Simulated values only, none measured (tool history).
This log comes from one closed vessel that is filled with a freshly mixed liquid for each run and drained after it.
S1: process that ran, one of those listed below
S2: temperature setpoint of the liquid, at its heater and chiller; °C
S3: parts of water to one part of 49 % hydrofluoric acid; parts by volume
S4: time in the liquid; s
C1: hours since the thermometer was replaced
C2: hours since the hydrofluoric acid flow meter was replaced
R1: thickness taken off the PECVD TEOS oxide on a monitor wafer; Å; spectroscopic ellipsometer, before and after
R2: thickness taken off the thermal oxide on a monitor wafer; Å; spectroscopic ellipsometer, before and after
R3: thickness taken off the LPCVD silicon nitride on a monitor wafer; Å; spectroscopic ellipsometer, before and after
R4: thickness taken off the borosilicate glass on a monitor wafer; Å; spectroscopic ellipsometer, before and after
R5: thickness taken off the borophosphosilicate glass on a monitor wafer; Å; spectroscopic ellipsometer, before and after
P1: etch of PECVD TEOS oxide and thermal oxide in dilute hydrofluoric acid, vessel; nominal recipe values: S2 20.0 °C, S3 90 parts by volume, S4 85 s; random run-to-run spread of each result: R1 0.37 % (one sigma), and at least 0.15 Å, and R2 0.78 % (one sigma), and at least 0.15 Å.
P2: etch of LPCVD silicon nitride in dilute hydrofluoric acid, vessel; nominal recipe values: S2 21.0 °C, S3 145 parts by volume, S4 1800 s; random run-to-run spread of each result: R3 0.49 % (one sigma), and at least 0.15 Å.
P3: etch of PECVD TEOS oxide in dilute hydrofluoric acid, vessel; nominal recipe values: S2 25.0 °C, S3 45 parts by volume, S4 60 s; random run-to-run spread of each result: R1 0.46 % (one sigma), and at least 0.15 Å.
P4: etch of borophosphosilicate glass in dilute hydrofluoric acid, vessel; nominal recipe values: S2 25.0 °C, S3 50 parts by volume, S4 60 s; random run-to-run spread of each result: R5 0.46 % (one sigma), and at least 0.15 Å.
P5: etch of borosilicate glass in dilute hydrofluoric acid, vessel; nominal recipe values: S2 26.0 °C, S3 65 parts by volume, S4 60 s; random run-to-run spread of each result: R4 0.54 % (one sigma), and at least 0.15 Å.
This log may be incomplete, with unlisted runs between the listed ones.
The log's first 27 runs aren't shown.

run,hour,S1,S2,S3,S4,C1,C2,R1,R2,R3,R4,R5
28,348.5,P1,20.0,90,30,1222.9,1037.7,23.940,12.541,,,
29,364.3,P1,20.0,20,35,1238.7,1053.5,136.840,71.489,,,
30,374.9,P4,29.0,50,60,1249.3,1064.1,,,,,525.40
31,385.0,P5,26.0,65,95,1259.4,1074.2,,,,413.52,
32,401.7,P1,20.0,90,85,1276.1,1090.9,67.649,35.756,,,
33,414.1,P1,20.0,90,85,1288.5,1103.3,67.545,35.576,,,
34,427.5,P1,20.0,90,85,1301.9,1116.7,67.558,35.533,,,
35,435.0,P1,20.0,90,85,1309.4,1124.2,69.406,36.470,,,
36,444.6,P1,20.0,90,85,1319.0,1133.8,70.702,36.718,,,
37,453.8,P1,20.0,90,85,1328.2,1143.0,71.413,37.473,,,
38,467.2,P1,20.0,90,85,1341.6,1156.4,72.376,38.244,,,

Run 39, settings as shown, results not yet in. Your forecast:
39,484.0,P1,20.0,90,85,1358.4,1173.2,?,?,,,

Logged for run 39: R1 73.180 Å, R2 38.399 Å.

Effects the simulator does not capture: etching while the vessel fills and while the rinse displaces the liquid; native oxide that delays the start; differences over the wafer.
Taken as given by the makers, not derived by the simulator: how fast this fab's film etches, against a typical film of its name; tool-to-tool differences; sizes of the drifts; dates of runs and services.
